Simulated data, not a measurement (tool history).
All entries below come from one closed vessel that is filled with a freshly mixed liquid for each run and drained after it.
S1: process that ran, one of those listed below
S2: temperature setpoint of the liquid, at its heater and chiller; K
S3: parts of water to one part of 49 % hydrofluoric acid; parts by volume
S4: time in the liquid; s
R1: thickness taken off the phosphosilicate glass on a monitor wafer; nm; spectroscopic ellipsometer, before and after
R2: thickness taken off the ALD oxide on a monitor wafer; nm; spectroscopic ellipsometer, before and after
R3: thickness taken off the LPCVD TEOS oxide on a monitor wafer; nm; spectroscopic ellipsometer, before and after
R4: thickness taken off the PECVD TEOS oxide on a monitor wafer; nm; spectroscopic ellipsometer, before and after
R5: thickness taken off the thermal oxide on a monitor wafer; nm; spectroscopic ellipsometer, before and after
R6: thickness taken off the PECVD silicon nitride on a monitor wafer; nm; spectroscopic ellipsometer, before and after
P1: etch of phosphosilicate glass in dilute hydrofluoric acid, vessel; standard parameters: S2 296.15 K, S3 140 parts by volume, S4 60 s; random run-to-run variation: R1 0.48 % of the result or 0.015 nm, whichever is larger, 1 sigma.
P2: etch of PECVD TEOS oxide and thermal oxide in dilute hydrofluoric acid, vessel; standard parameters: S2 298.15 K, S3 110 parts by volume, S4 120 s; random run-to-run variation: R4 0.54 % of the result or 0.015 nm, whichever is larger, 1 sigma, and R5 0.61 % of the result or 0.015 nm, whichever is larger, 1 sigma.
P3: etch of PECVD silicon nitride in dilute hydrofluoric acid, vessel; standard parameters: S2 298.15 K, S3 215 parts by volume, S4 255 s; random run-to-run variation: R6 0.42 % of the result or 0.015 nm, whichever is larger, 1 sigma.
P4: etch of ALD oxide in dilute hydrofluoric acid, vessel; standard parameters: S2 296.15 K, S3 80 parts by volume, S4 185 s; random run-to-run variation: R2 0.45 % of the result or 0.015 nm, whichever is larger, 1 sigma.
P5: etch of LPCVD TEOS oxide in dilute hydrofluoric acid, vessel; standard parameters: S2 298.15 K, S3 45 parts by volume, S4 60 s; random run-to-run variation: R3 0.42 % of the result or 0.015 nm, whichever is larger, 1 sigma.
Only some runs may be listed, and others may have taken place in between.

run	day	S1	S2	S3	S4	R1	R2	R3	R4	R5	R6
1	0.583	P1	296.15	140	60	59.485					
2	0.875	P4	291.15	80	185		40.368				
3	1.162	P1	302.15	140	105	132.370					
4	1.446	P1	302.65	140	60	76.101					
5	1.875	P5	298.15	65	60			37.648			
6	2.329	P2	298.15	110	220				40.313	9.2932	
7	2.879	P2	298.15	200	120				10.946	2.5645	
8	3.362	P5	298.15	45	60			55.299			
9	3.683	P1	296.15	215	60	35.678					
10	4.008	P1	296.15	75	85	170.140					
11	4.521	P1	296.15	140	60	59.768					
12	4.938	P1	296.15	140	60	59.874					
13	5.308	P2	298.15	110	120				22.173	5.1890	
14	5.625	P3	291.15	215	255						3.2537
15	6.221	P1	296.15	140	85	84.453					
16	6.721	P4	296.15	80	185		49.376				
17	7.329	P4	296.15	130	185		28.622				
18	7.758	P1	290.65	140	60	47.685					
# day 7.808: thermometer replaced
19	8.050	P1	296.15	140	30	29.980					
20	8.421	P2	298.15	110	120				22.316	5.1653	
21	9.008	P1	296.15	140	60	60.062					
22	9.333	P5	305.65	45	60			74.897			
23	9.796	P1	296.15	140	60	59.941					
24	10.121	P1	296.15	35	60	270.060					
25	10.538	P3	298.15	95	255						11.4680
26	10.854	P2	290.15	110	120				16.065	3.7356	
27	11.483	P1	296.15	225	90	51.282					
28	11.983	P5	298.15	45	30			27.766			
29	12.371	P4	296.15	80	320		85.575				
30	12.867	P4	296.15	80	185		49.588				
31	13.196	P3	298.15	215	445						8.8954
32	13.550	P3	298.15	215	255						5.1431
33	13.825	P1	296.15	140	60	59.580					
34	14.112	P1	296.15	140	60	61.199					
35	14.717	P1	296.15	140	60	61.845					
36	15.304	P1	296.15	140	60	62.504					
37	15.671	P1	296.15	140	60	62.700					
38	16.267	P1	296.15	140	60	63.187					
39	16.550	P1	296.15	140	60	63.263					
40	17.092	P1	296.15	140	60	63.466					

What P1 gives has crept off from where it sat before. The 2 causes that follow fit the log equally well, each at the size noted:
A: hydrofluoric acid flow above the setpoint (%) = 4.78
B: liquid hotter than its thermometer reads (K) = 1.4
Onset of the creep was near day 13.825.

Question marks stand in for the results of the 4 check runs listed below, each run on one wafer. Under which run would the listed causes show clearly different results?
check 1	17.633	P3	298.15	215	375						?
check 2	17.633	P2	294.15	155	120				?	?	
check 3	17.633	P5	304.65	65	60			?			
check 4	17.633	P4	296.15	115	305		?				

Expected result of each check under each candidate cause:
check	result	if A	if B
check 1	R6	7.8813	8.2043
check 2	R4	13.445	13.450
check 2	R5	3.1272	3.1284
check 3	R3	50.922	51.012
check 4	R2	57.601	57.722
Per-check spread between the two closest causes, in the result where they differ most: check 1 4.02 %; check 2 0.04 %; check 3 0.18 %; check 4 0.21 %
Check 1 is the one run that separates the causes; every other check would come out nearly the same whichever cause is at work.

The results of check 1 are: R6 8.2198 nm. Based on these, which of the listed causes is it?

The cause is B: liquid hotter than its thermometer reads (K).
